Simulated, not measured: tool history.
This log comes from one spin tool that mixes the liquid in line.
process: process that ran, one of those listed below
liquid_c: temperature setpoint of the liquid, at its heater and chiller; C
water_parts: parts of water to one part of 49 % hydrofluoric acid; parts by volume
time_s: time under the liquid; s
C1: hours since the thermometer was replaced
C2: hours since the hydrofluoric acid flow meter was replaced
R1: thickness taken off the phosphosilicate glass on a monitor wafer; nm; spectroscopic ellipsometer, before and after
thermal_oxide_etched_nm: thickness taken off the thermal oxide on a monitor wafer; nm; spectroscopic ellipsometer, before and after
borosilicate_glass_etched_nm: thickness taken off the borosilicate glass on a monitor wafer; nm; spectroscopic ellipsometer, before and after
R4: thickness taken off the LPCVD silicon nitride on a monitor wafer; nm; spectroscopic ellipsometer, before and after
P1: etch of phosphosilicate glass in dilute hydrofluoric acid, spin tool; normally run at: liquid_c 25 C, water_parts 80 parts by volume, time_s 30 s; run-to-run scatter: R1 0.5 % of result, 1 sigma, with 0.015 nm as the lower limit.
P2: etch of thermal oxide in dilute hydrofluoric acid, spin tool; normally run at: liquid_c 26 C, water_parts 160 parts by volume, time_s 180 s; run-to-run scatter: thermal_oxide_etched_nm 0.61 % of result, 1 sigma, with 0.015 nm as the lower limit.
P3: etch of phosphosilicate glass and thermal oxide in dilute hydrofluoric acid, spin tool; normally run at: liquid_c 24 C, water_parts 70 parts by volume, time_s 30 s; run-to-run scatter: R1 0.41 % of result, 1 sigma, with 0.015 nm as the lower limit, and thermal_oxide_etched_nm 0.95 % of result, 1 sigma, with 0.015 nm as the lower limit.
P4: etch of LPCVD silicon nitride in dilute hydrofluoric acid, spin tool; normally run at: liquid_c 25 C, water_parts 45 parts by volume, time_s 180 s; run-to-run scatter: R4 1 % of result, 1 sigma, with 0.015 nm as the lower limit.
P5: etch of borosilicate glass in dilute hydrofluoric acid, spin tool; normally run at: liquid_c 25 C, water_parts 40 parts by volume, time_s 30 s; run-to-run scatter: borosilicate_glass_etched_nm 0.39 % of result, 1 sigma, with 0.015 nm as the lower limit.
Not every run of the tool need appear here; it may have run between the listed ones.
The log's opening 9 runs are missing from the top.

Run 10, hour 95.1: process P2, liquid_c 26 C, water_parts 80 parts by volume, time_s 180 s; C1 742.2; C2 1387.2. Result: thermal_oxide_etched_nm 10.844 nm.
Run 11, hour 104: process P2, liquid_c 26 C, water_parts 160 parts by volume, time_s 70 s; C1 751.1; C2 1396.1. Result: thermal_oxide_etched_nm 1.9118 nm.
Run 12, hour 117.1: process P2, liquid_c 19 C, water_parts 160 parts by volume, time_s 180 s; C1 764.2; C2 1409.2. Result: thermal_oxide_etched_nm 3.7563 nm.
Run 13, hour 127.3: process P2, liquid_c 26 C, water_parts 160 parts by volume, time_s 180 s; C1 774.4; C2 1419.4. Result: thermal_oxide_etched_nm 4.8923 nm.
Run 14, hour 140.8: process P1, liquid_c 25 C, water_parts 130 parts by volume, time_s 30 s; C1 787.9; C2 1432.9. Result: R1 15.608 nm.
Run 15, hour 151.2: process P5, liquid_c 25 C, water_parts 70 parts by volume, time_s 30 s; C1 798.3; C2 1443.3. Result: borosilicate_glass_etched_nm 13.733 nm.
Run 16, hour 159.7: process P1, liquid_c 29.5 C, water_parts 80 parts by volume, time_s 30 s; C1 806.8; C2 1451.8. Result: R1 32.055 nm.
At hour 165.4: hydrofluoric acid flow meter replaced.
Run 17, hour 167.2: process P1, liquid_c 31.5 C, water_parts 110 parts by volume, time_s 30 s; C1 814.3; C2 1.9. Result: R1 23.991 nm.
Run 18, hour 175.8: process P3, liquid_c 24 C, water_parts 115 parts by volume, time_s 30 s; C1 822.9; C2 10.5. Result: R1 36.485 nm, thermal_oxide_etched_nm 1.2124 nm.
Run 19, hour 185.6: process P3, liquid_c 24 C, water_parts 70 parts by volume, time_s 50 s; C1 832.7; C2 20.3. Result: R1 106.08 nm, thermal_oxide_etched_nm 3.5173 nm.
Run 20, hour 195.1: process P1, liquid_c 17 C, water_parts 140 parts by volume, time_s 30 s; C1 842.2; C2 29.8. Result: R1 10.343 nm.
Run 21, hour 209.5: process P4, liquid_c 25 C, water_parts 45 parts by volume, time_s 180 s; C1 856.6; C2 44.2. Result: R4 1.9932 nm.
Run 22, hour 220.4: process P3, liquid_c 24 C, water_parts 70 parts by volume, time_s 30 s; C1 867.5; C2 55.1. Result: R1 63.459 nm, thermal_oxide_etched_nm 2.0921 nm.

What does the tool deliver on the next run?
At hour 222.9: thermometer replaced.
Run 23, hour 230.9: process P1, liquid_c 30 C, water_parts 80 parts by volume, time_s 15 s; C1 8; C2 65.6. Result: R1 ?.

{"run 23": {"R1": 16.183}}

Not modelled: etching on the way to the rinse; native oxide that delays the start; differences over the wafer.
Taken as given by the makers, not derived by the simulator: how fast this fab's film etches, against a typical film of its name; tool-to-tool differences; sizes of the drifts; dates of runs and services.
